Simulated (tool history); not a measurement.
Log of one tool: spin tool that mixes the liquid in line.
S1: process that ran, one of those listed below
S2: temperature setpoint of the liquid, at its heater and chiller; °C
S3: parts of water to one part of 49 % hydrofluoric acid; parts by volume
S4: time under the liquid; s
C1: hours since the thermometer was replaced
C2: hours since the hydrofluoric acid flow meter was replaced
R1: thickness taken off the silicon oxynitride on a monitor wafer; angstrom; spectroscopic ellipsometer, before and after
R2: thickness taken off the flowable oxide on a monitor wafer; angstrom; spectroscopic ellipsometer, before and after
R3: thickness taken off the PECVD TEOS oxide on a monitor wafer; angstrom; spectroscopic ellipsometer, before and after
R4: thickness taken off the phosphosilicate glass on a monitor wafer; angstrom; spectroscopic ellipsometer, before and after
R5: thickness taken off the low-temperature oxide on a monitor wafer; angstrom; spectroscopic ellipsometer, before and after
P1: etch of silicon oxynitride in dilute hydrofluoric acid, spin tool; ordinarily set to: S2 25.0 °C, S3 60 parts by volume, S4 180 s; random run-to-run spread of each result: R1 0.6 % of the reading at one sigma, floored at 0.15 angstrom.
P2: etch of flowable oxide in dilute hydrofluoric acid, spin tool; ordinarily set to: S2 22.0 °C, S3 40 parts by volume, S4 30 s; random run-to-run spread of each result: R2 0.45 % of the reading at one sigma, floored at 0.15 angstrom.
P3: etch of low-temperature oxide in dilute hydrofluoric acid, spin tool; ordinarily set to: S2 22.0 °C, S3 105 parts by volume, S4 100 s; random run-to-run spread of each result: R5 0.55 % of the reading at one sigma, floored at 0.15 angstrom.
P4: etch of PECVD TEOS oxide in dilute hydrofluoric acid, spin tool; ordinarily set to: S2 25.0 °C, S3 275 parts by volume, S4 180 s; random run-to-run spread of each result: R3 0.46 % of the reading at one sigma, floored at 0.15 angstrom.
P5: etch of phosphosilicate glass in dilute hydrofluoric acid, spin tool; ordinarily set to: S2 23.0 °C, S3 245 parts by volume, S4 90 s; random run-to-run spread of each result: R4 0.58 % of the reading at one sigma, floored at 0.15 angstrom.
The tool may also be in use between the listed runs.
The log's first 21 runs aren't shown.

run 22 hour=217.8 | S1=P1 S2=33.0 S3=60 S4=180 | C1=594.3 C2=118.4 | R1=65.821
run 23 hour=225.2 | S1=P1 S2=25.0 S3=20 S4=180 | C1=601.7 C2=125.8 | R1=140.520
run 24 hour=239.4 | S1=P1 S2=25.0 S3=60 S4=180 | C1=615.9 C2=140.0 | R1=45.530
run 25 hour=247.0 | S1=P1 S2=25.0 S3=90 S4=180 | C1=623.5 C2=147.6 | R1=29.504
run 26 hour=257.3 | S1=P5 S2=17.0 S3=245 S4=90 | C1=633.8 C2=157.9 | R4=484.17
run 27 hour=267.5 | S1=P3 S2=18.0 S3=105 S4=100 | C1=644.0 C2=168.1 | R5=175.78
run 28 hour=280.4 | S1=P3 S2=22.0 S3=105 S4=100 | C1=656.9 C2=181.0 | R5=208.29
run 29 hour=294.2 | S1=P1 S2=30.0 S3=105 S4=180 | C1=670.7 C2=194.8 | R1=31.519
run 30 hour=305.0 | S1=P2 S2=22.0 S3=40 S4=30 | C1=681.5 C2=205.6 | R2=314.29
run 31 hour=317.5 | S1=P2 S2=17.0 S3=40 S4=30 | C1=694.0 C2=218.1 | R2=253.47

Run 32, settings as shown, results not yet in. Your forecast:
run 32 hour=328.5 | S1=P1 S2=25.0 S3=60 S4=180 | C1=705.0 C2=229.1 | R1=?

{"run 32": {"R1": 45.598}}

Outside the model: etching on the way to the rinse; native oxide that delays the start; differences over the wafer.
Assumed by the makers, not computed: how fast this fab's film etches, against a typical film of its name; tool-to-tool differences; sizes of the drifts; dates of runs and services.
